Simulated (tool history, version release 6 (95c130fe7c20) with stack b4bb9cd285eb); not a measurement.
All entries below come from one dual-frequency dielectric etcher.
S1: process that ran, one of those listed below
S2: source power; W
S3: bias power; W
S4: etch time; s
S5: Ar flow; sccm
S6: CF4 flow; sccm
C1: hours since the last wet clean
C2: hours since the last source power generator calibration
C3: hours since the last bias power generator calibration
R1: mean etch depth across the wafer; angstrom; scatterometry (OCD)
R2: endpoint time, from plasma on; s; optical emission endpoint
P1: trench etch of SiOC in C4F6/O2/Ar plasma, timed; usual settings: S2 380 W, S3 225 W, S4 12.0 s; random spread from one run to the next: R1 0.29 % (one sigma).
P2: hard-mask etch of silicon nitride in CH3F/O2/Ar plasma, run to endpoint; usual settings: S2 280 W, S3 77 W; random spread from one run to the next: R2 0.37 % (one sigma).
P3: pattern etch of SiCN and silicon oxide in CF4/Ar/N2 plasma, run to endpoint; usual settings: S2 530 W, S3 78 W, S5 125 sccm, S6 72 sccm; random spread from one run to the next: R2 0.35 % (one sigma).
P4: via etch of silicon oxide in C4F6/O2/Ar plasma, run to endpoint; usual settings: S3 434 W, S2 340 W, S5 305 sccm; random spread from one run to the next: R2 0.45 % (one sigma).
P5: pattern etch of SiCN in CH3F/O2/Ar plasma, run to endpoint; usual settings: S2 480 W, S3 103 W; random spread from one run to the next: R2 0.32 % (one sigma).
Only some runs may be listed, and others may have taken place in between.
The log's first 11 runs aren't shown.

| run | hour | S1 | S2 | S3 | S4 | S5 | S6 | C1 | C2 | C3 | R1 | R2 |
|---|---|---|---|---|---|---|---|---|---|---|---|---|
| 12 | 91.4 | P1 | 380 | 138 | 16.0 |  |  | 279.7 | 575.7 | 1202.8 | 293.86 |  |
| 13 | 96.8 | P3 | 530 | 62 |  | 125 | 72 | 285.1 | 581.1 | 1208.2 |  | 16.990 |
| 14 | 103.3 | P1 | 380 | 225 | 17.5 |  |  | 291.6 | 587.6 | 1214.7 | 374.78 |  |
| 15 | 109.4 | P3 | 720 | 78 |  | 125 | 72 | 297.7 | 593.7 | 1220.8 |  | 11.992 |
| 16 | 114.5 | P1 | 460 | 225 | 7.5 |  |  | 302.8 | 598.8 | 1225.9 | 172.04 |  |
| 17 | 120.7 | P1 | 380 | 298 | 12.0 |  |  | 309.0 | 605.0 | 1232.1 | 280.92 |  |
| 18 | 129.2 | P4 | 340 | 434 |  | 305 |  | 317.5 | 613.5 | 1240.6 |  | 46.392 |
|  | 131.2 | bias power generator calibrated |
| 19 | 134.9 | P3 | 530 | 78 |  | 89 | 72 | 323.2 | 619.2 | 3.7 |  | 14.992 |
| 20 | 145.2 | P2 | 280 | 77 |  |  |  | 333.5 | 629.5 | 14.0 |  | 46.249 |
| 21 | 151.4 | P4 | 420 | 434 |  | 305 |  | 339.7 | 635.7 | 20.2 |  | 42.973 |
| 22 | 161.3 | P1 | 380 | 225 | 12.0 |  |  | 349.6 | 645.6 | 30.1 | 254.81 |  |
| 23 | 169.2 | P1 | 380 | 225 | 8.0 |  |  | 357.5 | 653.5 | 38.0 | 170.58 |  |
| 24 | 176.5 | P2 | 280 | 91 |  |  |  | 364.8 | 660.8 | 45.3 |  | 43.628 |
|  | 185.0 | wet clean of the chamber |
| 25 | 185.4 | P1 | 460 | 225 | 12.0 |  |  | 0.5 | 669.7 | 54.2 | 276.36 |  |
| 26 | 191.9 | P1 | 380 | 225 | 12.0 |  |  | 7.0 | 676.2 | 60.7 | 256.26 |  |
| 27 | 200.3 | P3 | 530 | 78 |  | 125 | 55 | 15.4 | 684.6 | 69.1 |  | 16.354 |

Run 28, settings as shown, results not yet in. Your forecast:
| 28 | 209.9 | P1 | 380 | 225 | 12.0 |  |  | 25.0 | 694.2 | 78.7 | ? |  |

{"run 28": {"R1": 256.36}}
